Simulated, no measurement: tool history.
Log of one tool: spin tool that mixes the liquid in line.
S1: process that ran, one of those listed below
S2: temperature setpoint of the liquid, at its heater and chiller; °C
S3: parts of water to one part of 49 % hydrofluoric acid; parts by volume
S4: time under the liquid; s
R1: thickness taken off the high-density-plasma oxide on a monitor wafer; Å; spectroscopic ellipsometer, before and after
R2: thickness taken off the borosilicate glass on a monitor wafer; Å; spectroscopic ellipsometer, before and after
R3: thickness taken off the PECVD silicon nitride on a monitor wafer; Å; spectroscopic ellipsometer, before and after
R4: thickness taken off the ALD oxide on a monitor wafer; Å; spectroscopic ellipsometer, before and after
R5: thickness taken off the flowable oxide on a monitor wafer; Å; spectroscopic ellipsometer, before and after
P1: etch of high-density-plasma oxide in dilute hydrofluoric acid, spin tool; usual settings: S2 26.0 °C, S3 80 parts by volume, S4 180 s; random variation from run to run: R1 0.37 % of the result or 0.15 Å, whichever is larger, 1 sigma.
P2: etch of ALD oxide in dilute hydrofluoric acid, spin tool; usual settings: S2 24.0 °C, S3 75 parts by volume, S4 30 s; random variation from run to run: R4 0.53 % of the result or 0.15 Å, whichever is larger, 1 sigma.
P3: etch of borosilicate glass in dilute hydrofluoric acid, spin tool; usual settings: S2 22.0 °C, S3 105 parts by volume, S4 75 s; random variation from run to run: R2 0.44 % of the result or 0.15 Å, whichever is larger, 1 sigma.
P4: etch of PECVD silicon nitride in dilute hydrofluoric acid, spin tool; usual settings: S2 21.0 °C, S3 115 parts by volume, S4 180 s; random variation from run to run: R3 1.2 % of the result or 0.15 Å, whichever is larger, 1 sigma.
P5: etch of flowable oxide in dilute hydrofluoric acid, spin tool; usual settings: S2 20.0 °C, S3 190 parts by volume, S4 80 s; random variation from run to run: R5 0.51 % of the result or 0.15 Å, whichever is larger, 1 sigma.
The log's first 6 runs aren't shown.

run,hour,S1,S2,S3,S4,R1,R2,R3,R4,R5
7,92.3,P4,21.0,115,180,,,21.988,,
8,104.5,P3,22.0,45,75,,626.300,,,
9,120.6,P2,17.5,75,30,,,,60.852,
10,128.4,P1,26.0,115,180,116.340,,,,
11,142.8,P4,21.0,115,90,,,10.966,,
12,152.4,P1,26.0,105,20,14.654,,,,
13,166.9,P2,24.0,75,30,,,,80.377,
14,182.0,P2,24.0,75,60,,,,160.900,
15,192.6,P4,21.0,20,180,,,119.290,,
16,200.2,P5,20.0,190,80,,,,,116.810
17,212.6,P1,26.0,80,310,300.980,,,,
18,221.0,P1,26.0,80,180,174.930,,,,
19,230.6,P1,26.0,80,180,175.720,,,,
20,241.4,P3,22.0,105,75,,252.880,,,
21,253.0,P4,17.0,115,180,,,16.640,,
22,265.0,P1,26.0,80,180,174.770,,,,
23,274.2,P1,26.0,80,180,174.420,,,,
24,288.8,P5,20.0,190,15,,,,,21.522
25,300.4,P5,20.0,315,80,,,,,62.930
26,316.2,P5,20.0,190,80,,,,,116.090
27,324.0,P5,26.0,190,80,,,,,145.650
28,339.3,P3,22.0,105,15,,50.103,,,

The next listed run, before its measurement:
29,347.0,P1,19.0,80,180,?,,,,

Run 29 gave R1 130.880 Å.
